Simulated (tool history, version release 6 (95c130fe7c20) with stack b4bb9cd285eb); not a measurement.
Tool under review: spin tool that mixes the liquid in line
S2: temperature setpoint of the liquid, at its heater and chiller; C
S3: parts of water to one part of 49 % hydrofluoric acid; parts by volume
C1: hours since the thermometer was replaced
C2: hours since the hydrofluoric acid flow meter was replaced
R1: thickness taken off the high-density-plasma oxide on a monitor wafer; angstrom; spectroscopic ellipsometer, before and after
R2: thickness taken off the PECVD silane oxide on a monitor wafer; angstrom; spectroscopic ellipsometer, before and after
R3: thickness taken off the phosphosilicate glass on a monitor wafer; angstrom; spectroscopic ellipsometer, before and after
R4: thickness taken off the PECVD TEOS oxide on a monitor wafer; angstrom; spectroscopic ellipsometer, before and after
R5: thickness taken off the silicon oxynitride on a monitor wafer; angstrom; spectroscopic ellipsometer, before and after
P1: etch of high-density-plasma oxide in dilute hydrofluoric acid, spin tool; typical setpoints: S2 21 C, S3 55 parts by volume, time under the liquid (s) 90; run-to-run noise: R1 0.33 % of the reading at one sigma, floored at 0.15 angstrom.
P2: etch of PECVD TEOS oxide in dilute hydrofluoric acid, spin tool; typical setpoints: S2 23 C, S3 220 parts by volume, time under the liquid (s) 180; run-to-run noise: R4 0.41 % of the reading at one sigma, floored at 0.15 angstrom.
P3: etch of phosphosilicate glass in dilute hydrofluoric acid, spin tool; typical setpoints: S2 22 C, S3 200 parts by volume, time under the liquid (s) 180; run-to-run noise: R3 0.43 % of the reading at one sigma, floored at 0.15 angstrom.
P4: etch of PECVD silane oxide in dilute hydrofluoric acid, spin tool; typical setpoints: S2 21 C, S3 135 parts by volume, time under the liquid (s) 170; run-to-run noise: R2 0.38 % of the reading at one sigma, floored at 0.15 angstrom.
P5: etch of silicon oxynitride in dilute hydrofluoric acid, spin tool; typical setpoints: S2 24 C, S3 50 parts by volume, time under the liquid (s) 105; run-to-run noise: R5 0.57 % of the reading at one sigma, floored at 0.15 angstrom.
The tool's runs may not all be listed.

run 1 hour=12.5 | process_that_ran=P1 S2=21 S3=55 time_under_the_liquid_(s)=90 | C1=425 C2=974.7 | R1=79.893
run 2 hour=18.6 | process_that_ran=P4 S2=21 S3=135 time_under_the_liquid_(s)=325 | C1=431.1 C2=980.8 | R2=311.81
run 3 hour=24.4 | process_that_ran=P1 S2=17 S3=20 time_under_the_liquid_(s)=90 | C1=436.9 C2=986.6 | R1=192.71
run 4 hour=37.5 | process_that_ran=P1 S2=21 S3=20 time_under_the_liquid_(s)=90 | C1=450 C2=999.7 | R1=230.32
run 5 hour=50.4 | process_that_ran=P4 S2=21 S3=135 time_under_the_liquid_(s)=170 | C1=462.9 C2=1012.6 | R2=162.44
run 6 hour=61 | process_that_ran=P3 S2=22 S3=35 time_under_the_liquid_(s)=180 | C1=473.5 C2=1023.2 | R3=3049.3
run 7 hour=72.3 | process_that_ran=P2 S2=29.5 S3=220 time_under_the_liquid_(s)=180 | C1=484.8 C2=1034.5 | R4=88.1
run 8 hour=78.2 | process_that_ran=P1 S2=29 S3=55 time_under_the_liquid_(s)=90 | C1=490.7 C2=1040.4 | R1=110.39
run 9 hour=89.6 | process_that_ran=P1 S2=21 S3=55 time_under_the_liquid_(s)=90 | C1=502.1 C2=1051.8 | R1=79.507
run 10 hour=102.6 | process_that_ran=P4 S2=21 S3=135 time_under_the_liquid_(s)=170 | C1=515.1 C2=1064.8 | R2=161.53
run 11 hour=114.4 | process_that_ran=P5 S2=24 S3=50 time_under_the_liquid_(s)=205 | C1=526.9 C2=1076.6 | R5=202.31
-- hour=116.3 thermometer replaced
run 12 hour=123.6 | process_that_ran=P2 S2=23 S3=220 time_under_the_liquid_(s)=180 | C1=7.4 C2=1085.8 | R4=69.739
run 13 hour=136.1 | process_that_ran=P3 S2=22 S3=200 time_under_the_liquid_(s)=180 | C1=19.9 C2=1098.3 | R3=447.83
run 14 hour=148.5 | process_that_ran=P5 S2=24 S3=85 time_under_the_liquid_(s)=105 | C1=32.3 C2=1110.7 | R5=58.802
run 15 hour=159.7 | process_that_ran=P3 S2=22 S3=200 time_under_the_liquid_(s)=25 | C1=43.5 C2=1121.9 | R3=61.211
run 16 hour=168.2 | process_that_ran=P3 S2=22 S3=200 time_under_the_liquid_(s)=180 | C1=52 C2=1130.4 | R3=444.53
run 17 hour=174 | process_that_ran=P4 S2=21 S3=25 time_under_the_liquid_(s)=170 | C1=57.8 C2=1136.2 | R2=994.32
run 18 hour=181.4 | process_that_ran=P1 S2=21 S3=55 time_under_the_liquid_(s)=15 | C1=65.2 C2=1143.6 | R1=13.367
run 19 hour=191.3 | process_that_ran=P1 S2=21 S3=55 time_under_the_liquid_(s)=90 | C1=75.1 C2=1153.5 | R1=80.064
run 20 hour=203.2 | process_that_ran=P1 S2=21 S3=95 time_under_the_liquid_(s)=90 | C1=87 C2=1165.4 | R1=43.651
run 21 hour=214.3 | process_that_ran=P2 S2=23 S3=220 time_under_the_liquid_(s)=325 | C1=98.1 C2=1176.5 | R4=126.29
run 22 hour=225.8 | process_that_ran=P1 S2=17 S3=55 time_under_the_liquid_(s)=90 | C1=109.6 C2=1188 | R1=67.707
run 23 hour=232.6 | process_that_ran=P1 S2=21 S3=55 time_under_the_liquid_(s)=90 | C1=116.4 C2=1194.8 | R1=80.491
run 24 hour=242.2 | process_that_ran=P5 S2=24 S3=50 time_under_the_liquid_(s)=105 | C1=126 C2=1204.4 | R5=103.38
run 25 hour=254 | process_that_ran=P5 S2=24 S3=50 time_under_the_liquid_(s)=105 | C1=137.8 C2=1216.2 | R5=104.37
run 26 hour=264.8 | process_that_ran=P3 S2=17.5 S3=200 time_under_the_liquid_(s)=180 | C1=148.6 C2=1227 | R3=372.89
run 27 hour=271.2 | process_that_ran=P1 S2=21 S3=55 time_under_the_liquid_(s)=135 | C1=155 C2=1233.4 | R1=121.07
run 28 hour=278.8 | process_that_ran=P2 S2=23 S3=220 time_under_the_liquid_(s)=180 | C1=162.6 C2=1241 | R4=69.745
run 29 hour=285.4 | process_that_ran=P4 S2=27 S3=135 time_under_the_liquid_(s)=170 | C1=169.2 C2=1247.6 | R2=204.78
run 30 hour=298.6 | process_that_ran=P2 S2=23 S3=400 time_under_the_liquid_(s)=180 | C1=182.4 C2=1260.8 | R4=32.265
run 31 hour=305.5 | process_that_ran=P5 S2=29.5 S3=50 time_under_the_liquid_(s)=105 | C1=189.3 C2=1267.7 | R5=135.14
run 32 hour=316.1 | process_that_ran=P1 S2=21 S3=55 time_under_the_liquid_(s)=90 | C1=199.9 C2=1278.3 | R1=80.313
run 33 hour=328.3 | process_that_ran=P1 S2=21 S3=55 time_under_the_liquid_(s)=90 | C1=212.1 C2=1290.5 | R1=77.767
run 34 hour=338.6 | process_that_ran=P1 S2=21 S3=55 time_under_the_liquid_(s)=90 | C1=222.4 C2=1300.8 | R1=76.376
run 35 hour=348.5 | process_that_ran=P1 S2=21 S3=55 time_under_the_liquid_(s)=90 | C1=232.3 C2=1310.7 | R1=75.477
run 36 hour=356.2 | process_that_ran=P1 S2=21 S3=55 time_under_the_liquid_(s)=90 | C1=240 C2=1318.4 | R1=75.157
run 37 hour=368.9 | process_that_ran=P1 S2=21 S3=55 time_under_the_liquid_(s)=90 | C1=252.7 C2=1331.1 | R1=74.89
run 38 hour=376 | process_that_ran=P1 S2=21 S3=55 time_under_the_liquid_(s)=90 | C1=259.8 C2=1338.2 | R1=74.966
run 39 hour=382.6 | process_that_ran=P1 S2=21 S3=55 time_under_the_liquid_(s)=90 | C1=266.4 C2=1344.8 | R1=74.665
run 40 hour=391.4 | process_that_ran=P1 S2=21 S3=55 time_under_the_liquid_(s)=90 | C1=275.2 C2=1353.6 | R1=74.605
run 41 hour=400.5 | process_that_ran=P1 S2=21 S3=55 time_under_the_liquid_(s)=90 | C1=284.3 C2=1362.7 | R1=74.474

P1 no longer gives what it gave before; its output has crept away from where it was. The following 2 causes, each at its listed size, fit the log equally well:
A: hydrofluoric acid flow below the setpoint (%) = 6.57
B: liquid colder than its thermometer reads (K) = 1.72
Onset of the creep was near hour 316.1.

Which of the 4 check runs listed below, each an average over 2 wafers with its results shown as question marks, gives clearly different results under the different listed causes?
run check 1 hour=409.6 | process_that_ran=P2 S2=23 S3=375 time_under_the_liquid_(s)=180 | R4=?
run check 2 hour=409.6 | process_that_ran=P3 S2=22 S3=55 time_under_the_liquid_(s)=180 | R3=?
run check 3 hour=409.6 | process_that_ran=P5 S2=27 S3=85 time_under_the_liquid_(s)=105 | R5=?
run check 4 hour=409.6 | process_that_ran=P4 S2=21 S3=25 time_under_the_liquid_(s)=170 | R2=?

If the cause were each of the candidates in turn, the checks would give the following:
check=check_1 result=R4 if_A=32.237 if_B=33.305
check=check_2 result=R3 if_A=1766 if_B=1767.3
check=check_3 result=R5 if_A=63.361 if_B=62.92
check=check_4 result=R2 if_A=930.32 if_B=926.48
Separation of the two closest causes in each check, using whichever result separates them best: check 1 3.26 %; check 2 0.07 %; check 3 0.7 %; check 4 0.41 %
Check 1 distinguishes between the causes, while the remaining checks would return nearly the same result for all of them.

Then check 1 was run and gave: R4 32.019 angstrom. Which cause is it?

The cause is A: hydrofluoric acid flow below the setpoint (%).

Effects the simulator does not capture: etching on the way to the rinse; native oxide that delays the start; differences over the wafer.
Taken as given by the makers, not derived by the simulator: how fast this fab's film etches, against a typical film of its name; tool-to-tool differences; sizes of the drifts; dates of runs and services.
